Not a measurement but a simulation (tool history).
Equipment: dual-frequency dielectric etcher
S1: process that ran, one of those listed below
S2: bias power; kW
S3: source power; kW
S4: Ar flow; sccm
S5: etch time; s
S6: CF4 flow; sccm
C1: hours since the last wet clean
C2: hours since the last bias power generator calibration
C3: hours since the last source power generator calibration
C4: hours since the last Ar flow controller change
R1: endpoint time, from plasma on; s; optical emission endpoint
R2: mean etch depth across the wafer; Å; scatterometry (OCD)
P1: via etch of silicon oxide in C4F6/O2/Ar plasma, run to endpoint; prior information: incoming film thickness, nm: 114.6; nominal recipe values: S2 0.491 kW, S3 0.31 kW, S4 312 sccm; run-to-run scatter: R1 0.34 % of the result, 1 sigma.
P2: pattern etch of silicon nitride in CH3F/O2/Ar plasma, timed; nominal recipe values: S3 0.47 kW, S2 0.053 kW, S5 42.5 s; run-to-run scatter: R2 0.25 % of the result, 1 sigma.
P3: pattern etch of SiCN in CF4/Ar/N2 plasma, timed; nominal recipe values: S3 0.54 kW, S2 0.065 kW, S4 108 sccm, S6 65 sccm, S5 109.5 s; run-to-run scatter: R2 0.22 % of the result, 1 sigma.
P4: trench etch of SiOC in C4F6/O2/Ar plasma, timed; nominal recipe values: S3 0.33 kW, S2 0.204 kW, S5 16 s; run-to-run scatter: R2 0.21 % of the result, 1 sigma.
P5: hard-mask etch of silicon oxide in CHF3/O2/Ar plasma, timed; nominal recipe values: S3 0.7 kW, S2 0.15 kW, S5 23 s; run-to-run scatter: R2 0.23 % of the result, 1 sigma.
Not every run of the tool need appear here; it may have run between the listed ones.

run,hour,S1,S2,S3,S4,S5,S6,C1,C2,C3,C4,R1,R2
1,8,P1,0.491,0.31,312,,,397.7,193.7,1887.6,860.6,27.299,
2,18.9,P1,0.491,0.31,225,,,408.6,204.6,1898.5,871.5,26.202,
3,36,P2,0.033,0.47,,42.5,,425.7,221.7,1915.6,888.6,,240.46
4,51.6,P4,0.248,0.33,,16,,441.3,237.3,1931.2,904.2,,345.6
5,63.8,P3,0.08,0.54,108,109.5,65,453.5,249.5,1943.4,916.4,,1163.3
6,75.3,P1,0.491,0.39,312,,,465,261,1954.9,927.9,25.229,
7,89.8,P1,0.395,0.31,312,,,479.5,275.5,1969.4,942.4,29.508,
8,105,P1,0.491,0.24,312,,,494.7,290.7,1984.6,957.6,29.96,
9,117.9,P3,0.065,0.54,108,149.5,65,507.6,303.6,1997.5,970.5,,1477.9
10,135.1,P2,0.053,0.47,,42.5,,524.8,320.8,2014.7,987.7,,275.78
11,147.6,P5,0.184,0.7,,23,,537.3,333.3,2027.2,1000.2,,482.16
12,161.5,P1,0.491,0.31,312,,,551.2,347.2,2041.1,1014.1,27.134,
13,177.2,P3,0.065,0.37,108,109.5,65,566.9,362.9,2056.8,1029.8,,773.85
14,188.8,P4,0.204,0.21,,16,,578.5,374.5,2068.4,1041.4,,272.56
15,199.1,P5,0.15,0.7,,23,,588.8,384.8,2078.7,1051.7,,450.52
16,216.7,P2,0.053,0.47,,55.5,,606.4,402.4,2096.3,1069.3,,361.55
17,234,P3,0.065,0.54,85,109.5,65,623.7,419.7,2113.6,1086.6,,1123.4
18,244.2,P1,0.491,0.31,312,,,633.9,429.9,2123.8,1096.8,27.294,
19,253,P2,0.053,0.28,,42.5,,642.7,438.7,2132.6,1105.6,,225.99
20,260.9,P4,0.204,0.33,,10.5,,650.6,446.6,2140.5,1113.5,,212.95
21,278.2,P1,0.491,0.31,312,,,667.9,463.9,2157.8,1130.8,27.244,
22,290.3,P4,0.204,0.33,,16,,680,476,2169.9,1142.9,,322.95
23,300.2,P1,0.694,0.31,312,,,689.9,485.9,2179.8,1152.8,23.912,
# hour 305.4: Ar flow controller replaced
# hour 314.1: wet clean of the chamber
24,315.6,P3,0.065,0.54,108,109.5,65,1.6,501.3,2195.2,10.2,,1079.9
# hour 318.1: bias power generator calibrated
25,328.6,P1,0.491,0.31,392,,,14.6,10.6,2208.2,23.2,27.763,
26,344.6,P5,0.15,0.45,,23,,30.6,26.6,2224.2,39.2,,380.34
27,355,P1,0.681,0.23,312,,,41,37,2234.6,49.6,26.981,
28,372.6,P5,0.15,0.7,,17,,58.6,54.6,2252.2,67.2,,333.22
29,380.4,P3,0.065,0.54,108,109.5,85,66.4,62.4,2260,75,,1127.8
30,390.2,P2,0.053,0.47,,42.5,,76.2,72.2,2269.8,84.8,,276.39
31,404.8,P1,0.491,0.31,312,,,90.8,86.8,2284.4,99.4,27.15,
32,414.8,P5,0.15,0.7,,23,,100.8,96.8,2294.4,109.4,,449.66
33,428.1,P1,0.491,0.31,312,,,114.1,110.1,2307.7,122.7,27.174,
34,439.1,P1,0.491,0.31,312,,,125.1,121.1,2318.7,133.7,27.324,
35,453.4,P1,0.491,0.31,312,,,139.4,135.4,2333,148,27.189,
36,464.9,P1,0.491,0.31,312,,,150.9,146.9,2344.5,159.5,27.011,
37,477.4,P1,0.491,0.31,312,,,163.4,159.4,2357,172,27.054,
38,487,P1,0.491,0.31,312,,,173,169,2366.6,181.6,27.007,
# hour 488.3: Ar flow controller replaced
39,496.2,P1,0.491,0.31,312,,,182.2,178.2,2375.8,7.9,26.717,
# hour 501.4: wet clean of the chamber
40,504.4,P1,0.491,0.31,312,,,3,186.4,2384,16.1,26.919,
41,519.6,P1,0.491,0.31,312,,,18.2,201.6,2399.2,31.3,26.91,
42,528.9,P1,0.491,0.31,312,,,27.5,210.9,2408.5,40.6,26.835,
43,538.1,P1,0.491,0.31,312,,,36.7,220.1,2417.7,49.8,26.794,

What P1 gives has crept off from where it sat before. The 2 causes that follow fit the log equally well, each at the size noted:
A: bias power that arrives over what is set, % = 4.54
B: source power that arrives over what is set, % = 4.68
Creep in the process output first set in at about hour 439.1.
Why every other cause is out:
chamber walls in a state that raises the etch rate, %: maintenance at hour 501.4, after the shift began, did not return the process to its former output
Ar flow that arrives under what is set, %: maintenance at hour 488.3, after the shift began, did not return the process to its former output

Question marks stand in for the results of the 4 check runs listed below, each run on one wafer. Under which run would the listed causes show clearly different results?
check 1,547.3,P2,0.053,0.47,,42.5,,,,,,,?
check 2,547.3,P5,0.15,0.7,,23,,,,,,,?
check 3,547.3,P4,0.204,0.33,,16,,,,,,,?
check 4,547.3,P3,0.065,0.54,108,109.5,65,,,,,,?

Predicted outcomes, by check and by cause:
check,result,if A,if B
check 1,R2,280.1,281.18
check 2,R2,456.84,458.43
check 3,R2,329,329.96
check 4,R2,1097.1,1124.8
How far apart the two closest causes lie, in the result that separates them most: check 1 0.38 %; check 2 0.35 %; check 3 0.29 %; check 4 2.49 %
The other checks would show nearly matching results whichever cause is true, so check 4 is the only one that separates the causes.

After running check 4, the following was obtained: R2 1098.4 Å. Which cause does this point to?

Of the candidate causes, it is A: bias power that arrives over what is set, %.
